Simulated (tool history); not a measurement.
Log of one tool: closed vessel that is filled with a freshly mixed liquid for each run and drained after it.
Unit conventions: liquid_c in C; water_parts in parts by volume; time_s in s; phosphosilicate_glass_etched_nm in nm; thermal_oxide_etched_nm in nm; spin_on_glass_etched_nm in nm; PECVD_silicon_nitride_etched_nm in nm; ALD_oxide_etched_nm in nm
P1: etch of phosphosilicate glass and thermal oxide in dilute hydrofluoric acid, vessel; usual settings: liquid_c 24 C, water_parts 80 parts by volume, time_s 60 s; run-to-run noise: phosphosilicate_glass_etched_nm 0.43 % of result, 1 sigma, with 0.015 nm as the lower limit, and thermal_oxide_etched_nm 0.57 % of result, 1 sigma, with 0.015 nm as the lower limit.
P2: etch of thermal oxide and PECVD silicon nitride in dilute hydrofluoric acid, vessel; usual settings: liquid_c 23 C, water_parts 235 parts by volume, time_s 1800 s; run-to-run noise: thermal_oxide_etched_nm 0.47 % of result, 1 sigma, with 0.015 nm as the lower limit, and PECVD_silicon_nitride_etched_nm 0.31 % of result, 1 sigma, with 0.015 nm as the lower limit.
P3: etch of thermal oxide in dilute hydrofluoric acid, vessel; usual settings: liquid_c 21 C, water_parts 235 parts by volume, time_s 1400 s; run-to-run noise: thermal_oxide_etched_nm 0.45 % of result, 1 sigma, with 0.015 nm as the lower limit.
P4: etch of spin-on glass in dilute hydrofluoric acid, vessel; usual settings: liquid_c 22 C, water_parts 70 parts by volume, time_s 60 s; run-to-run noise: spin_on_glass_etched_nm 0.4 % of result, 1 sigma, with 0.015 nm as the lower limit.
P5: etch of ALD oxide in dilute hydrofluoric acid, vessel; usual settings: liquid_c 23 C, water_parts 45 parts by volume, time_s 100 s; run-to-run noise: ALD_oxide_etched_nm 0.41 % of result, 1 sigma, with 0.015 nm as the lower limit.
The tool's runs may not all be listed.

run   hour  process  liquid_c  water_parts  time_s  hours since the thermometer was replaced  hours since the hydrofluoric acid flow meter was replaced  phosphosilicate_glass_etched_nm  thermal_oxide_etched_nm  spin_on_glass_etched_nm  PECVD_silicon_nitride_etched_nm  ALD_oxide_etched_nm
  1    8.6       P1        24           80      60                                     397.6                                                      758.2                           127.89                   3.8222
  2   16.9       P4      29.5           70      60                                     405.9                                                      766.5                                                                             76.823
  3   25.8       P4        22           70      60                                     414.8                                                      775.4                                                                             57.371
  4   40.8       P1        24          110      60                                     429.8                                                      790.4                           88.694                    2.668
  5   48.4       P3        21          235    1400                                     437.4                                                        798                                                    22.128
  6   61.7       P2        23           60    1800                                     450.7                                                      811.3                                                    148.24                                                    123.74
  7   70.4       P1        24           40      95                                     459.4                                                        820                           425.67                    12.65
  8   78.6       P1        24           80      60                                     467.6                                                      828.2                           127.78                   3.8169
  9   87.7       P5        23           45      30                                     476.7                                                      837.3                                                                                                                                   12.016
 10  103.7       P1        17           80      60                                     492.7                                                      853.3                           94.739                   2.8702
 11  116.6       P1      31.5           80      60                                     505.6                                                      866.2                           171.37                   5.0796
 12  125.9       P2        23          235    3320                                     514.9                                                      875.5                                                    57.407                                                    59.768
 13  142.4       P5        23           45     100                                     531.4                                                        892                                                                                                                                   39.926
 14  154.6       P3        17          235    1400                                     543.6                                                      904.2                                                    19.146
 15  164.1       P1        24           20      60                                     553.1                                                      913.7                           552.15                   16.453
 16  173.6       P4        22           70      60                                     562.6                                                      923.2                                                                             56.813
 17  186.2       P3        21          235     235                                     575.2                                                      935.8                                                    3.7367
 18  198.6       P5        31           45     100                                     587.6                                                      948.2                                                                                                                                   55.165
 19  212.5       P1        24           80      60                                     601.5                                                      962.1                           128.77                   3.8464
 20  223.2       P2        28          235    1800                                     612.2                                                      972.8                                                    37.114                                                    43.667
 21  231.7       P1        24           80      30                                     620.7                                                      981.3                           63.383                   1.8862
 22  245.8       P1        24           80      60                                     634.8                                                      995.4                           127.14                    3.769
     259.5  -- hydrofluoric acid flow meter replaced
 23  262.5       P2        23          235    1800                                     651.5                                                          3                                                    31.084                                                    32.347
 24  274.4       P4        22           70     105                                     663.4                                                       14.9                                                                             100.74
 25  288.5       P4        22           30      60                                     677.5                                                         29                                                                             140.28
 26  297.1       P3        21          235    1400                                     686.1                                                       37.6                                                    22.357
 27  306.7       P1        24           80     110                                     695.7                                                       47.2                           233.33                   6.9926
 28  318.8       P2        23          235    1800                                     707.8                                                       59.3                                                    30.867                                                    32.191
 29    328       P5        23           45     100                                       717                                                       68.5                                                                                                                                   40.155
 30  337.8       P1        24           80      60                                     726.8                                                       78.3                           127.78                   3.8013
 31    354       P3        21           45    1400                                       743                                                       94.5                                                    144.89
 32    364       P5        23           20     100                                       753                                                      104.5                                                                                                                                   92.897
 33  380.1       P1        24           80      60                                     769.1                                                      120.6                           126.74                   3.8184
 34  388.8       P1        24           80      60                                     777.8                                                      129.3                           130.23                   3.9185
 35  398.3       P1        24           80      60                                     787.3                                                      138.8                           132.54                   3.9745
 36  409.4       P1        24           80      60                                     798.4                                                      149.9                           133.94                   4.0481
 37  418.5       P1        24           80      60                                     807.5                                                        159                           135.41                   4.0289
 38  431.5       P1        24           80      60                                     820.5                                                        172                           136.47                    4.048
 39  448.1       P1        24           80      60                                     837.1                                                      188.6                           135.96                   4.0914
 40  463.6       P1        24           80      60                                     852.6                                                      204.1                           136.99                   4.1189

P1 no longer gives what it gave before; its output has crept away from where it was. The following 2 causes, each at its listed size, fit the log equally well:
A: hydrofluoric acid flow above the setpoint (%) = 6.76
B: liquid hotter than its thermometer reads (K) = 1.81
The gradual shift began around hour 380.1.

Of the 4 check runs listed below, each run on one wafer and each result written as a question mark, which would let you distinguish the listed causes because they would give clearly different results?
check 1  479.1       P5        23           20      30                                                                                                                                                                                                                                             ?
check 2  479.1       P4        28           40      60                                                                                                                                                                                       ?
check 3  479.1       P2        28          235    2555                                                                                                                                                              ?                                                         ?
check 4  479.1       P3        17          235    1400                                                                                                                                                              ?

What each check would give under each cause:
  check                           result    if A    if B
check 1              ALD_oxide_etched_nm  29.879  30.155
check 2          spin_on_glass_etched_nm  142.92  143.38
check 3          thermal_oxide_etched_nm   57.19  56.024
check 3  PECVD_silicon_nitride_etched_nm  66.554  69.381
check 4          thermal_oxide_etched_nm  20.788  20.612
Minimum pairwise separation of causes per check, each pair taken at its best-separating result: check 1 0.92 %; check 2 0.32 %; check 3 4.16 %; check 4 0.85 %
Only in check 3 would the causes give clearly different results; in the remaining checks their results would be nearly the same.

Here is what check 3 returned: thermal_oxide_etched_nm 56.644 nm; PECVD_silicon_nitride_etched_nm 66.65 nm. Which cause is it?

A is the cause: hydrofluoric acid flow above the setpoint (%).

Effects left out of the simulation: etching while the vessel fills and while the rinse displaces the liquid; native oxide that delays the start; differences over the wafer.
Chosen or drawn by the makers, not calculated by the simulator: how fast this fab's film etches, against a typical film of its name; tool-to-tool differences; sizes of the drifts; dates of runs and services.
